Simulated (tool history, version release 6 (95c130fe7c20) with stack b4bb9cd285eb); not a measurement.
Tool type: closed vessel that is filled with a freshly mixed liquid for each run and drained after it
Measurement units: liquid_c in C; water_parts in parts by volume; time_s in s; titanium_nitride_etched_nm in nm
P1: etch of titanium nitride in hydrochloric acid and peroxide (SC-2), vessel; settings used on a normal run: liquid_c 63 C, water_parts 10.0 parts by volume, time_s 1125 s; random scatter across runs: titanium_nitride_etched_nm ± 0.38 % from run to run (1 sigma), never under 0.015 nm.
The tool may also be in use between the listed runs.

run	hour	liquid_c	water_parts	time_s	titanium_nitride_etched_nm
1	6.5	63	10.0	1125	54.6500
2	13.7	63	10.0	1125	54.1880
3	20.3	63	15.5	1125	37.1230
4	23.8	49	10.0	1125	22.3150
5	30.1	63	10.0	1125	54.3210
6	35.7	63	15.0	1995	68.2620
7	39.5	72	10.0	1125	93.0820
8	43.7	63	10.0	35	1.7026
9	47.4	63	10.0	1125	54.5630
10	55.5	63	10.0	2200	106.9300
11	60.9	63	10.0	1125	54.3490
# hour 66.7: new drum of peroxide connected
12	68.0	63	4.0	1125	108.9700
13	71.7	63	10.0	1125	54.5000
14	76.1	54	6.5	1125	43.5220
15	83.7	63	10.0	1125	54.2330
16	88.9	63	10.0	1125	56.2700
17	92.9	63	10.0	1125	56.9320
18	99.4	63	10.0	1125	57.9270
19	104.8	63	10.0	1125	58.2040
20	108.3	63	10.0	1125	58.4140
21	112.5	63	10.0	1125	58.4940
22	116.1	63	10.0	1125	59.4020
23	119.8	63	10.0	1125	59.1490
24	124.0	63	10.0	1125	59.0400
25	131.0	63	10.0	1125	59.2200

The output of P1 has drifted from where it used to be. Each of the 2 causes below, taken at the size shown beside it, accounts for the log equally well:
A: chemicals flow above the setpoint (%) = 10.2
B: liquid hotter than its thermometer reads (K) = 1.32
At approximately hour 83.7, the process output began to creep.
Excluded causes, each with its reason:
peroxide weaker than its label (%): cannot exceed 8; that much would move titanium_nitride_etched_nm by -7.4 %, which falls short of the creep or goes against it

The 4 check runs listed below each average the results of 2 wafers, and their outcomes are marked with question marks. Under which run would the listed causes produce clearly different results?
check 1	138.0	72.0	10.0	1900	?
check 2	138.0	51.5	15.5	1125	?
check 3	138.0	72.0	10.0	2090	?
check 4	138.0	56.5	4.0	1125	?

How each check would come out, cause by cause:
check	result	if A	if B
check 1	titanium_nitride_etched_nm	171.1200	170.5300
check 2	titanium_nitride_etched_nm	19.5390	19.5640
check 3	titanium_nitride_etched_nm	188.2300	187.5800
check 4	titanium_nitride_etched_nm	77.1870	78.7930
Gap, in per cent, between the two causes that each check separates least, read from the result that separates them most: check 1 0.35 %; check 2 0.13 %; check 3 0.35 %; check 4 2.06 %
Check 4 is the one run that separates the causes; every other check would come out nearly the same whichever cause is at work.

With check 4 done, the readings were: titanium_nitride_etched_nm 77.2460 nm. Identify which of the listed causes applies.

A is the cause: chemicals flow above the setpoint (%).

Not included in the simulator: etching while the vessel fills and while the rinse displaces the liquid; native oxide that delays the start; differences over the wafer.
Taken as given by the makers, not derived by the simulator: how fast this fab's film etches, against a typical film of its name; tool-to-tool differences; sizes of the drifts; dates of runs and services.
